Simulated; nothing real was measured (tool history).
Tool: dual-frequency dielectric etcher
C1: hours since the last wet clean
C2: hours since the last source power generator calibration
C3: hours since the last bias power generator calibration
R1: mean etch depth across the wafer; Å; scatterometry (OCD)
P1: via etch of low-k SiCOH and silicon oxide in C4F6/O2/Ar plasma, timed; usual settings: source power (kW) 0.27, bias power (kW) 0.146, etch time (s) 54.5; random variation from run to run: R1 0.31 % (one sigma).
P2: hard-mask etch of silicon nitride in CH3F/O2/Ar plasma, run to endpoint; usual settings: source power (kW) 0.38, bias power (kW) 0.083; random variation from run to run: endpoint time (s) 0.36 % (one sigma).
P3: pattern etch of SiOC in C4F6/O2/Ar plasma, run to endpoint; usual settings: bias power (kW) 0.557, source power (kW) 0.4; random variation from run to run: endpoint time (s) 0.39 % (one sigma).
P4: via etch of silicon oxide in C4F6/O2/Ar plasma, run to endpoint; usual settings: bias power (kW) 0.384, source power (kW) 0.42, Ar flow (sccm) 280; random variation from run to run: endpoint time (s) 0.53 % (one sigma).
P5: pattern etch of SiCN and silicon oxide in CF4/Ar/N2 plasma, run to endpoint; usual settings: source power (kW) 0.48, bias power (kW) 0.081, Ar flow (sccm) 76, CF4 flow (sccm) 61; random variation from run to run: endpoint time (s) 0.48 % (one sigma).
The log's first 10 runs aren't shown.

run 11 day=4.004 | process_that_ran=P5 source_power_(kW)=0.48 bias_power_(kW)=0.081 Ar_flow_(sccm)=76 CF4_flow_(sccm)=78 | C1=51.6 C2=67.8 C3=2652 | endpoint_time_(s)=9.289
run 12 day=4.283 | process_that_ran=P1 source_power_(kW)=0.27 bias_power_(kW)=0.146 etch_time_(s)=54.5 | C1=58.3 C2=74.5 C3=2658.7 | R1=1162.6
run 13 day=4.617 | process_that_ran=P1 source_power_(kW)=0.27 bias_power_(kW)=0.146 etch_time_(s)=34.5 | C1=66.3 C2=82.5 C3=2666.7 | R1=733.78
run 14 day=4.938 | process_that_ran=P1 source_power_(kW)=0.34 bias_power_(kW)=0.146 etch_time_(s)=54.5 | C1=74 C2=90.2 C3=2674.4 | R1=1272.7
run 15 day=5.183 | process_that_ran=P3 source_power_(kW)=0.4 bias_power_(kW)=0.557 | C1=79.9 C2=96.1 C3=2680.3 | endpoint_time_(s)=10.325
run 16 day=5.65 | process_that_ran=P2 source_power_(kW)=0.38 bias_power_(kW)=0.083 | C1=91.1 C2=107.3 C3=2691.5 | endpoint_time_(s)=59.744
run 17 day=5.988 | process_that_ran=P4 source_power_(kW)=0.58 bias_power_(kW)=0.384 Ar_flow_(sccm)=280 | C1=99.2 C2=115.4 C3=2699.6 | endpoint_time_(s)=14.618
run 18 day=6.329 | process_that_ran=P4 source_power_(kW)=0.42 bias_power_(kW)=0.384 Ar_flow_(sccm)=280 | C1=107.4 C2=123.6 C3=2707.8 | endpoint_time_(s)=16.568
run 19 day=6.604 | process_that_ran=P4 source_power_(kW)=0.42 bias_power_(kW)=0.384 Ar_flow_(sccm)=194 | C1=114 C2=130.2 C3=2714.4 | endpoint_time_(s)=15.805
run 20 day=6.933 | process_that_ran=P4 source_power_(kW)=0.42 bias_power_(kW)=0.384 Ar_flow_(sccm)=280 | C1=121.9 C2=138.1 C3=2722.3 | endpoint_time_(s)=16.495
run 21 day=7.404 | process_that_ran=P1 source_power_(kW)=0.27 bias_power_(kW)=0.12 etch_time_(s)=41 | C1=133.2 C2=149.4 C3=2733.6 | R1=821.07
run 22 day=7.738 | process_that_ran=P5 source_power_(kW)=0.3 bias_power_(kW)=0.081 Ar_flow_(sccm)=76 CF4_flow_(sccm)=61 | C1=141.2 C2=157.4 C3=2741.6 | endpoint_time_(s)=14.576

The next listed run, before its measurement:
run 23 day=8.088 | process_that_ran=P1 source_power_(kW)=0.22 bias_power_(kW)=0.146 etch_time_(s)=54.5 | C1=149.6 C2=165.8 C3=2750 | R1=?

{"run 23": {"R1": 1072.9}}
